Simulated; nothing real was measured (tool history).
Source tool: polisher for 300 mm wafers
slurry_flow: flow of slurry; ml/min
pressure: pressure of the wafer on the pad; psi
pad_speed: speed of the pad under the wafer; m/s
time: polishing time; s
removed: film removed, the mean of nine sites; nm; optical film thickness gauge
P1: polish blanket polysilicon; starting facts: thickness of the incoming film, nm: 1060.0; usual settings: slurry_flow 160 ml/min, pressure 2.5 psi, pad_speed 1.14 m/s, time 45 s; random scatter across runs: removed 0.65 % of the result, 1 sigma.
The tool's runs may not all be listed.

run,hour,slurry_flow,pressure,pad_speed,time,removed
1,14.3,160,2.5,1.14,45,354.89
2,21.3,160,2.5,1.14,45,355.78
3,28.6,160,1.6,1.14,45,225.19
4,44.0,160,2.5,0.70,45,217.89
5,57.9,210,1.7,1.14,45,252.03
6,72.1,160,3.6,1.14,45,504.83
7,83.0,160,2.5,1.14,45,355.69
8,90.1,95,2.5,0.76,45,210.04
9,98.6,95,2.5,1.14,45,315.77
10,113.3,160,2.5,1.14,45,349.94
11,124.3,250,2.5,1.14,45,374.83
12,137.9,160,2.5,1.80,45,557.28
13,152.5,205,2.5,1.46,45,472.09
14,167.7,160,2.5,1.14,58,455.49
15,180.2,160,2.5,1.14,29,225.72
16,190.0,160,2.5,1.14,45,351.15
17,201.2,160,2.5,1.14,45,347.11
18,216.2,160,2.5,1.14,45,335.20
19,228.8,160,2.5,1.14,45,337.31
20,238.6,160,2.5,1.14,45,336.96
# hour 244.4: head pressure recalibrated
21,246.7,160,2.5,1.14,45,334.22
22,255.3,160,2.5,1.14,45,328.23
23,270.4,160,2.5,1.14,45,333.69
24,285.8,160,2.5,1.14,45,329.99
25,297.3,160,2.5,1.14,45,328.60

Compared with where it was, what P1 gives has crept away. Each cause listed below fits the log as well as the rest, at the size given for it:
A: slurry flow missing at the pad, % = 27.1
B: removal rate lost through wear of the pad, % = 5.81
The gradual shift began around hour 190.0.
Every other cause this tool's parts could produce, and why it does not fit the log:
head's pressure below its setpoint, %: maintenance at hour 244.4, after the shift began, did not return the process to its former output

4 check runs are offered, each on 2 wafers whose results are averaged, their results left as question marks. Which one tells the causes apart?
check 1,308.8,160,3.5,1.14,45,?
check 2,308.8,160,3.1,1.74,45,?
check 3,308.8,160,2.5,1.42,57,?
check 4,308.8,95,2.0,1.14,45,?

What every check run would give for each of its results, assuming each possible cause in turn:
check,result,if A,if B
check 1,removed,464.25,464.18
check 2,removed,627.61,627.51
check 3,removed,523.20,523.12
check 4,removed,229.77,237.93
Gap, in per cent, between the two causes that each check separates least, read from the result that separates them most: check 1 0.02 %; check 2 0.02 %; check 3 0.02 %; check 4 3.49 %
Of the check runs offered, only check 4 discriminates between the causes; the rest would read about the same regardless of which cause applies.

After running check 4, the following was obtained: removed 238.68 nm. Which cause does this point to?

The correct cause is B, namely: removal rate lost through wear of the pad, %.
